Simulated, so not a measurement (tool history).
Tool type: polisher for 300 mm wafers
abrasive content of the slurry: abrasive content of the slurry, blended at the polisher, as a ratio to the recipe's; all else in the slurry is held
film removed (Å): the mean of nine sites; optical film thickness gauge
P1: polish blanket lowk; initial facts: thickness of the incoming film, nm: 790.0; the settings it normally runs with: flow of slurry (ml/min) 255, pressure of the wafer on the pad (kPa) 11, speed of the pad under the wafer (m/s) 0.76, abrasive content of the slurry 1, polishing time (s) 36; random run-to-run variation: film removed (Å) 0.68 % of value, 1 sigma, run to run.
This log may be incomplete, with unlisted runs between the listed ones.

run,day,flow of slurry (ml/min),pressure of the wafer on the pad (kPa),speed of the pad under the wafer (m/s),abrasive content of the slurry,polishing time (s),wafers polished on this pad,hours since the slurry nozzle was cleaned,hours since the head pressure was calibrated,hours since the slurry blender was calibrated,hours since the conditioning disc was replaced,film removed (Å)
1,0.571,255,11,0.76,1,36,416,278.9,571.7,32,47.5,80.237
2,1.242,255,11,0.76,1,57,562,295,587.8,48.1,63.6,126.01
3,1.612,255,15.9,0.76,0.7,36,643,303.9,596.7,57,72.5,96.683
4,2.058,255,11,0.76,1,36,740,314.6,607.4,67.7,83.2,79.68
5,2.675,255,11,0.76,1,36,874,329.4,622.2,82.5,98,80.27
6,3.183,255,15.2,0.76,1,36,984,341.6,634.4,94.7,110.2,110.36
7,3.717,255,7.6,0.76,1,36,1100,354.4,647.2,107.5,123,54.683
8,4.204,255,11,0.34,1,36,1206,366.1,658.9,119.2,134.7,42.284
9,4.621,255,11,0.76,1,36,1296,376.1,668.9,129.2,144.7,80.057
10,5.2,330,11,0.76,1,36,1422,390,682.8,143.1,158.6,82.019
11,5.862,255,11,0.76,1,17,1566,405.9,698.7,159,174.5,37.783
12,6.421,255,11,0.76,1,36,1688,419.3,712.1,172.4,187.9,79.424
13,6.942,255,11,0.76,0.5,36,1801,431.8,724.6,184.9,200.4,54.689
14,7.567,390,11,0.76,1,22,1937,446.8,739.6,199.9,215.4,50.945
15,7.921,255,11,0.76,1.35,36,2014,455.3,748.1,208.4,223.9,90.97
16,8.571,255,11,0.76,1,36,2155,470.9,763.7,224,239.5,79.833
17,9.096,155,11,0.76,1,36,2269,483.5,776.3,236.6,252.1,74.844
18,9.521,255,11,1.14,1,36,2361,493.7,786.5,246.8,262.3,110.91
19,10.075,255,11,0.76,1,36,2482,507,799.8,260.1,275.6,79.54
20,10.442,255,11,0.76,1,36,2561,515.8,808.6,268.9,284.4,80.682
21,10.775,255,11,0.76,1,36,2634,523.8,816.6,276.9,292.4,77.662
22,11.375,255,11,0.76,1,36,2764,538.2,831,291.3,306.8,75.051
23,11.762,255,11,0.76,1,36,2848,547.5,840.3,300.6,316.1,74.83
# day 11.983: slurry nozzle cleaned
24,12.083,255,11,0.76,1,36,2918,2.4,848,308.3,323.8,74.152
# day 12.471: conditioning disc replaced and pad reconditioned
25,12.75,255,11,0.76,1,36,3063,18.4,864,324.3,6.8,73.183
# day 13.188: worn pad replaced by a new one
26,13.288,255,11,0.76,1,36,22,31.3,876.9,337.2,19.7,71.771
27,13.892,255,11,0.76,1,36,153,45.8,891.4,351.7,34.2,72.749
28,14.454,255,11,0.76,1,36,276,59.3,904.9,365.2,47.7,71.132

Something has made what P1 gives creep away from where it was; the 2 causes below, each at its own stated size, fit the log equally well:
A: abrasive missing from the slurry, % = 19.1
B: head's pressure below its setpoint, % = 9.69
The onset of the drift is placed at about day 10.442.
The rest of the possible causes, and what rules out each one:
removal rate lost through wear of the pad, %: serviced at day 13.188, after the change had begun; the process did not return to its earlier output
slurry flow missing at the pad, %: serviced at day 11.983, after the change had begun; the process did not return to its earlier output
time polished since the conditioner stopped cutting, s: serviced at day 12.471, after the change had begun; the process did not return to its earlier output

Of the 4 check runs below, each run on 5 wafers with the results averaged and each result still a question mark, which one would tell the listed causes apart?
check 1,15.017,155,11,0.76,1,55,,,,,,?
check 2,15.017,255,11,0.4,1,45,,,,,,?
check 3,15.017,255,14.5,0.76,0.6,36,,,,,,?
check 4,15.017,255,11,0.76,1.15,36,,,,,,?

What every check run would give for each of its results, assuming each possible cause in turn:
check,result,if A,if B
check 1,film removed (Å),102.97,102.97
check 2,film removed (Å),53.887,53.888
check 3,film removed (Å),70.653,72.565
check 4,film removed (Å),77.146,76.582
Smallest distance between any two causes, each pair judged by its most separating result, in per cent: check 1 0 %; check 2 0 %; check 3 2.67 %; check 4 0.73 %
Only in check 3 would the causes give clearly different results; in the remaining checks their results would be nearly the same.

Check 3 was then run and gave: film removed (Å) 70.756. Which cause is it?

The cause is A: abrasive missing from the slurry, %.
